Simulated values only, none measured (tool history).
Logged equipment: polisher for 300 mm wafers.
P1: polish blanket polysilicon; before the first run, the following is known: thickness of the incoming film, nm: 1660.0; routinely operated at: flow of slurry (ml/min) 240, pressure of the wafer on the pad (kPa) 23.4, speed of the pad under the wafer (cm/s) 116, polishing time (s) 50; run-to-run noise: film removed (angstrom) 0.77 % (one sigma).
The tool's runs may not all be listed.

run,hour,flow of slurry (ml/min),pressure of the wafer on the pad (kPa),speed of the pad under the wafer (cm/s),polishing time (s),wafers polished on this pad,hours since the slurry nozzle was cleaned,hours since the head pressure was calibrated,film removed (angstrom)
1,6.9,240,23.4,116,50,809,300.1,891.6,5791.5
2,13.6,240,23.4,60,50,860,306.8,898.3,2988.2
3,19.7,240,23.4,116,29,906,312.9,904.4,3419.7
4,24.6,240,23.4,116,50,943,317.8,909.3,5796.9
5,30.1,240,23.4,58,35,985,323.3,914.8,2014.5
6,33.4,240,35.2,116,50,1010,326.6,918.1,8685.2
7,40.8,240,23.4,164,50,1066,334,925.5,8243.9
8,46.8,240,23.4,116,50,1111,340,931.5,5810.4
9,52.9,240,23.4,116,72,1157,346.1,937.6,8319
10,56.7,145,23.4,116,37,1186,349.9,941.4,4042.2
11,64.1,240,23.4,116,50,1242,357.3,948.8,5820.3
12,69.8,240,23.4,116,50,1285,363,954.5,5721
13,75,240,36.5,116,74,1325,368.2,959.7,13452
14,78.2,145,23.4,116,50,1349,371.4,962.9,5457.8
# hour 81.2: worn pad replaced by a new one
15,85.1,240,23.4,116,50,29,378.3,969.8,5837.4
16,89.8,240,23.4,116,50,65,383,974.5,5787.6
17,96.1,240,11.7,116,50,112,389.3,980.8,2885.8
18,103,305,23.4,116,50,165,396.2,987.7,5941.7
19,108.9,240,23.4,116,50,209,402.1,993.6,5804.8
20,116,240,23.4,116,50,263,409.2,1000.7,5729.6
21,122.1,240,23.4,116,50,309,415.3,1006.8,5609.3
22,126.3,240,23.4,116,50,341,419.5,1011,5573.7

The next listed run, before its measurement:
23,133.3,240,23.4,116,50,394,426.5,1018,?

Run 23 came out at film removed (angstrom) 5542.6.

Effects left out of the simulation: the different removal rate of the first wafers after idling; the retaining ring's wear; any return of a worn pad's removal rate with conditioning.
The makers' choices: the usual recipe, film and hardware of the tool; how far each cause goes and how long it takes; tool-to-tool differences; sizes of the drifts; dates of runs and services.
